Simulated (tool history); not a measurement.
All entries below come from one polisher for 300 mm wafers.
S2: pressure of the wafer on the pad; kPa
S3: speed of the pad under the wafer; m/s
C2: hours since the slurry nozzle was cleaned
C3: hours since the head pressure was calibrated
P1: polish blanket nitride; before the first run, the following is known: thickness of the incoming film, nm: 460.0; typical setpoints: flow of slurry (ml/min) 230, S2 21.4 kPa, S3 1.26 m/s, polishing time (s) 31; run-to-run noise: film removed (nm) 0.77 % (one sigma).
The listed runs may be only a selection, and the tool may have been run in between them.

{"run": 1, "hour": 10.0, "flow of slurry (ml/min)": 230, "S2": 21.4, "S3": 1.26, "polishing time (s)": 31, "wafers polished on this pad": 449, "C2": 354.4, "C3": 326.8, "film removed (nm)": 51.319}
{"run": 2, "hour": 24.1, "flow of slurry (ml/min)": 230, "S2": 21.4, "S3": 1.9, "polishing time (s)": 31, "wafers polished on this pad": 657, "C2": 368.5, "C3": 340.9, "film removed (nm)": 69.824}
{"run": 3, "hour": 37.7, "flow of slurry (ml/min)": 230, "S2": 21.4, "S3": 1.26, "polishing time (s)": 31, "wafers polished on this pad": 858, "C2": 382.1, "C3": 354.5, "film removed (nm)": 50.552}
{"run": 4, "hour": 50.4, "flow of slurry (ml/min)": 230, "S2": 21.4, "S3": 0.56, "polishing time (s)": 31, "wafers polished on this pad": 1046, "C2": 394.8, "C3": 367.2, "film removed (nm)": 26.425}
{"run": 5, "hour": 62.7, "flow of slurry (ml/min)": 230, "S2": 21.4, "S3": 1.26, "polishing time (s)": 16, "wafers polished on this pad": 1227, "C2": 407.1, "C3": 379.5, "film removed (nm)": 26.475}
{"run": 6, "hour": 78.4, "flow of slurry (ml/min)": 140, "S2": 21.4, "S3": 1.26, "polishing time (s)": 20, "wafers polished on this pad": 1459, "C2": 422.8, "C3": 395.2, "film removed (nm)": 30.393}
{"run": 7, "hour": 94.0, "flow of slurry (ml/min)": 290, "S2": 21.4, "S3": 1.26, "polishing time (s)": 31, "wafers polished on this pad": 1689, "C2": 438.4, "C3": 410.8, "film removed (nm)": 51.98}
{"run": 8, "hour": 102.4, "flow of slurry (ml/min)": 230, "S2": 21.4, "S3": 1.26, "polishing time (s)": 31, "wafers polished on this pad": 1813, "C2": 446.8, "C3": 419.2, "film removed (nm)": 51.029}
{"run": 9, "hour": 119.7, "flow of slurry (ml/min)": 230, "S2": 21.4, "S3": 1.26, "polishing time (s)": 31, "wafers polished on this pad": 2068, "C2": 464.1, "C3": 436.5, "film removed (nm)": 50.261}
{"run": 10, "hour": 129.0, "flow of slurry (ml/min)": 230, "S2": 21.4, "S3": 0.84, "polishing time (s)": 44, "wafers polished on this pad": 2205, "C2": 473.4, "C3": 445.8, "film removed (nm)": 52.095}
{"run": 11, "hour": 142.3, "flow of slurry (ml/min)": 230, "S2": 33.8, "S3": 1.26, "polishing time (s)": 31, "wafers polished on this pad": 2402, "C2": 486.7, "C3": 459.1, "film removed (nm)": 78.456}
{"run": 12, "hour": 152.8, "flow of slurry (ml/min)": 230, "S2": 21.4, "S3": 1.26, "polishing time (s)": 31, "wafers polished on this pad": 2557, "C2": 497.2, "C3": 469.6, "film removed (nm)": 50.589}
{"run": 13, "hour": 169.3, "flow of slurry (ml/min)": 230, "S2": 29.0, "S3": 0.62, "polishing time (s)": 31, "wafers polished on this pad": 2800, "C2": 513.7, "C3": 486.1, "film removed (nm)": 38.629}
{"run": 14, "hour": 180.7, "flow of slurry (ml/min)": 230, "S2": 21.4, "S3": 1.26, "polishing time (s)": 44, "wafers polished on this pad": 2968, "C2": 525.1, "C3": 497.5, "film removed (nm)": 71.826}
{"run": 15, "hour": 198.3, "flow of slurry (ml/min)": 140, "S2": 21.4, "S3": 1.26, "polishing time (s)": 31, "wafers polished on this pad": 3228, "C2": 542.7, "C3": 515.1, "film removed (nm)": 47.164}
{"run": 16, "hour": 215.0, "flow of slurry (ml/min)": 230, "S2": 15.2, "S3": 1.26, "polishing time (s)": 31, "wafers polished on this pad": 3475, "C2": 559.4, "C3": 531.8, "film removed (nm)": 36.561}
{"run": 17, "hour": 234.2, "flow of slurry (ml/min)": 230, "S2": 21.4, "S3": 1.26, "polishing time (s)": 31, "wafers polished on this pad": 3758, "C2": 578.6, "C3": 551.0, "film removed (nm)": 51.123}
{"run": 18, "hour": 251.0, "flow of slurry (ml/min)": 230, "S2": 21.4, "S3": 1.26, "polishing time (s)": 31, "wafers polished on this pad": 4006, "C2": 595.4, "C3": 567.8, "film removed (nm)": 50.219}
{"run": 19, "hour": 268.2, "flow of slurry (ml/min)": 230, "S2": 21.4, "S3": 1.26, "polishing time (s)": 31, "wafers polished on this pad": 4260, "C2": 612.6, "C3": 585.0, "film removed (nm)": 49.868}
{"hour": 282.7, "done": "head pressure recalibrated"}
{"run": 20, "hour": 284.7, "flow of slurry (ml/min)": 230, "S2": 21.4, "S3": 1.26, "polishing time (s)": 31, "wafers polished on this pad": 4503, "C2": 629.1, "C3": 2.0, "film removed (nm)": 48.631}
{"run": 21, "hour": 294.4, "flow of slurry (ml/min)": 230, "S2": 21.4, "S3": 1.26, "polishing time (s)": 31, "wafers polished on this pad": 4646, "C2": 638.8, "C3": 11.7, "film removed (nm)": 48.394}
{"run": 22, "hour": 304.2, "flow of slurry (ml/min)": 230, "S2": 21.4, "S3": 1.26, "polishing time (s)": 31, "wafers polished on this pad": 4791, "C2": 648.6, "C3": 21.5, "film removed (nm)": 48.824}
{"run": 23, "hour": 315.0, "flow of slurry (ml/min)": 230, "S2": 21.4, "S3": 1.26, "polishing time (s)": 31, "wafers polished on this pad": 4950, "C2": 659.4, "C3": 32.3, "film removed (nm)": 48.587}
{"run": 24, "hour": 331.6, "flow of slurry (ml/min)": 230, "S2": 21.4, "S3": 1.26, "polishing time (s)": 31, "wafers polished on this pad": 5195, "C2": 676.0, "C3": 48.9, "film removed (nm)": 48.42}

The output of P1 has drifted from where it used to be. Each of the 2 causes below, taken at the size shown beside it, accounts for the log equally well:
A: removal rate lost through wear of the pad, % = 4.4
B: slurry flow missing at the pad, % = 28
Onset of the creep was near hour 251.0.
Every other cause this tool's parts could produce, and why it does not fit the log:
head's pressure below its setpoint, %: serviced at hour 282.7, after the change had begun; the process did not return to its earlier output

The 4 check runs listed below each average the results of 5 wafers, and their outcomes are marked with question marks. Under which run would the listed causes produce clearly different results?
{"run": "check 1", "hour": 348.2, "flow of slurry (ml/min)": 230, "S2": 21.4, "S3": 1.9, "polishing time (s)": 31, "film removed (nm)": "?"}
{"run": "check 2", "hour": 348.2, "flow of slurry (ml/min)": 230, "S2": 21.4, "S3": 0.8, "polishing time (s)": 18, "film removed (nm)": "?"}
{"run": "check 3", "hour": 348.2, "flow of slurry (ml/min)": 230, "S2": 32.4, "S3": 1.26, "polishing time (s)": 31, "film removed (nm)": "?"}
{"run": "check 4", "hour": 348.2, "flow of slurry (ml/min)": 140, "S2": 21.4, "S3": 0.68, "polishing time (s)": 31, "film removed (nm)": "?"}

How each check would come out, cause by cause:
check=check_1 result=film_removed_(nm) if_A=67.339 if_B=67.343
check=check_2 result=film_removed_(nm) if_A=19.572 if_B=19.574
check=check_3 result=film_removed_(nm) if_A=73.501 if_B=73.506
check=check_4 result=film_removed_(nm) if_A=27.493 if_B=26.788
How far apart the two closest causes lie, in the result that separates them most: check 1 0.01 %; check 2 0.01 %; check 3 0.01 %; check 4 2.6 %
Check 4 tells the causes apart: in the others they would give nearly the same result.

Then check 4 was run and gave: film removed (nm) 26.804. Which cause is it?

The correct cause is B, namely: slurry flow missing at the pad, %.

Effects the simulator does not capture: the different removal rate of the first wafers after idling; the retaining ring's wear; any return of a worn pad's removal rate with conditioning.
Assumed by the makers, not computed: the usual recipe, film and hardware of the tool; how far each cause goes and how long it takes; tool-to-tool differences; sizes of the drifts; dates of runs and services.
